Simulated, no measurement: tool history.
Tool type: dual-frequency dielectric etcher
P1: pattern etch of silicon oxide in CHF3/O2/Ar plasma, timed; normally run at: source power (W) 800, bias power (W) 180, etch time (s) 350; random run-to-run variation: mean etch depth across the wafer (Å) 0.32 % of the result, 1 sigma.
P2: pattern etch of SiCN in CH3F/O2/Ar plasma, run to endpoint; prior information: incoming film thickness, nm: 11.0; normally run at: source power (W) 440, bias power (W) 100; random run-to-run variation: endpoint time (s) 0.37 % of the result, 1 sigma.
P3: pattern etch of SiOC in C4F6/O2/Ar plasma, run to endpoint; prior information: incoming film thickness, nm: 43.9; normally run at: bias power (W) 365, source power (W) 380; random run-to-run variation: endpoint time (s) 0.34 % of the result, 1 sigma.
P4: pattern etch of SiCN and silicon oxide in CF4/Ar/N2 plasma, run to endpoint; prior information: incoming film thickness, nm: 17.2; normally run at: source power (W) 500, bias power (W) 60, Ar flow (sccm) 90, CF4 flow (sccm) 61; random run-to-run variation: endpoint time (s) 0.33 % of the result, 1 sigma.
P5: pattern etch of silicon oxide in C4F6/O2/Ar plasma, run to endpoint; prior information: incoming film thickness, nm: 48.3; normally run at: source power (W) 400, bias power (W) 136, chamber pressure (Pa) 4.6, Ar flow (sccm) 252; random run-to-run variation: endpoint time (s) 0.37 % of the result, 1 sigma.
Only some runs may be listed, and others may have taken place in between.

| run | hour | process that ran | source power (W) | bias power (W) | etch time (s) | chamber pressure (Pa) | Ar flow (sccm) | CF4 flow (sccm) | hours since the last wet clean | hours since the last source power generator calibration | hours since the last bias power generator calibration | mean etch depth across the wafer (Å) | endpoint time (s) |
|---|---|---|---|---|---|---|---|---|---|---|---|---|---|
| 1 | 6.1 | P1 | 800 | 180 | 350 |  |  |  | 419.8 | 2014.7 | 1495.9 | 7851.9 |  |
| 2 | 12.1 | P5 | 510 | 136 |  | 4.6 | 252 |  | 425.8 | 2020.7 | 1501.9 |  | 15.194 |
| 3 | 17.4 | P1 | 800 | 180 | 350 |  |  |  | 431.1 | 2026 | 1507.2 | 7867.7 |  |
| 4 | 22.4 | P3 | 240 | 365 |  |  |  |  | 436.1 | 2031 | 1512.2 |  | 19.903 |
| 5 | 27.3 | P1 | 800 | 180 | 350 |  |  |  | 441 | 2035.9 | 1517.1 | 7869.8 |  |
| 6 | 32.1 | P1 | 800 | 180 | 350 |  |  |  | 445.8 | 2040.7 | 1521.9 | 7868.1 |  |
| 7 | 35.8 | P4 | 500 | 60 |  |  | 90 | 84 | 449.5 | 2044.4 | 1525.6 |  | 18.772 |
| 8 | 40.8 | P1 | 560 | 180 | 277 |  |  |  | 454.5 | 2049.4 | 1530.6 | 5442.5 |  |
| 9 | 45.4 | P2 | 440 | 128 |  |  |  |  | 459.1 | 2054 | 1535.2 |  | 22.853 |
| 10 | 50.8 | P5 | 400 | 136 |  | 3.47 | 252 |  | 464.5 | 2059.4 | 1540.6 |  | 16.134 |
| 11 | 56.3 | P4 | 500 | 43 |  |  | 90 | 61 | 470 | 2064.9 | 1546.1 |  | 21.798 |
| 12 | 59.8 | P1 | 800 | 180 | 465.5 |  |  |  | 473.5 | 2068.4 | 1549.6 | 10477 |  |
| 13 | 62.9 | P2 | 590 | 100 |  |  |  |  | 476.6 | 2071.5 | 1552.7 |  | 22.413 |
| 14 | 67.5 | P5 | 400 | 136 |  | 4.6 | 252 |  | 481.2 | 2076.1 | 1557.3 |  | 16.783 |
| 15 | 70.5 | P3 | 380 | 513 |  |  |  |  | 484.2 | 2079.1 | 1560.3 |  | 14.846 |
| 16 | 74.5 | P2 | 440 | 100 |  |  |  |  | 488.2 | 2083.1 | 1564.3 |  | 25.057 |
| 17 | 80.7 | P3 | 380 | 365 |  |  |  |  | 494.4 | 2089.3 | 1570.5 |  | 16.789 |
| 18 | 85.7 | P1 | 1030 | 180 | 350 |  |  |  | 499.4 | 2094.3 | 1575.5 | 8735.7 |  |
| 19 | 90.4 | P4 | 650 | 60 |  |  | 90 | 61 | 504.1 | 2099 | 1580.2 |  | 15.674 |
| 20 | 94.4 | P4 | 500 | 60 |  |  | 90 | 61 | 508.1 | 2103 | 1584.2 |  | 19.802 |
| 21 | 97.3 | P1 | 1020 | 180 | 272 |  |  |  | 511 | 2105.9 | 1587.1 | 6747.6 |  |
| 22 | 100.1 | P5 | 400 | 98 |  | 4.6 | 252 |  | 513.8 | 2108.7 | 1589.9 |  | 18.312 |
| 23 | 105.1 | P1 | 620 | 180 | 350 |  |  |  | 518.8 | 2113.7 | 1594.9 | 7136.5 |  |
| 24 | 110 | P1 | 940 | 180 | 459.5 |  |  |  | 523.7 | 2118.6 | 1599.8 | 11032 |  |
| 25 | 114.3 | P1 | 800 | 180 | 222.5 |  |  |  | 528 | 2122.9 | 1604.1 | 4996.3 |  |
|  | 119.6 | wet clean of the chamber |
| 26 | 120.3 | P1 | 800 | 107 | 350 |  |  |  | 0.7 | 2128.9 | 1610.1 | 6732.1 |  |
| 27 | 123.4 | P1 | 800 | 180 | 350 |  |  |  | 3.8 | 2132 | 1613.2 | 7868.5 |  |
| 28 | 128.2 | P1 | 800 | 240 | 350 |  |  |  | 8.6 | 2136.8 | 1618 | 8736.5 |  |
| 29 | 131.9 | P5 | 400 | 136 |  | 4.6 | 337 |  | 12.3 | 2140.5 | 1621.7 |  | 17.335 |
| 30 | 134.8 | P4 | 500 | 60 |  |  | 55 | 61 | 15.2 | 2143.4 | 1624.6 |  | 18.335 |
| 31 | 140.2 | P1 | 800 | 180 | 350 |  |  |  | 20.6 | 2148.8 | 1630 | 7857.6 |  |
| 32 | 146 | P1 | 800 | 180 | 350 |  |  |  | 26.4 | 2154.6 | 1635.8 | 7820 |  |
| 33 | 149.3 | P1 | 800 | 180 | 350 |  |  |  | 29.7 | 2157.9 | 1639.1 | 7829.4 |  |
| 34 | 153.9 | P1 | 800 | 180 | 350 |  |  |  | 34.3 | 2162.5 | 1643.7 | 7793.5 |  |
| 35 | 158.2 | P1 | 800 | 180 | 350 |  |  |  | 38.6 | 2166.8 | 1648 | 7798.7 |  |
| 36 | 163 | P1 | 800 | 180 | 350 |  |  |  | 43.4 | 2171.6 | 1652.8 | 7809.6 |  |
| 37 | 168.3 | P1 | 800 | 180 | 350 |  |  |  | 48.7 | 2176.9 | 1658.1 | 7825.5 |  |
|  | 170.3 | wet clean of the chamber |
| 38 | 174.1 | P1 | 800 | 180 | 350 |  |  |  | 3.8 | 2182.7 | 1663.9 | 7790.5 |  |

Expected results for the next run?
| 39 | 178.9 | P1 | 800 | 180 | 350 |  |  |  | 8.6 | 2187.5 | 1668.7 | ? |  |

mean etch depth across the wafer (Å): 7728.8
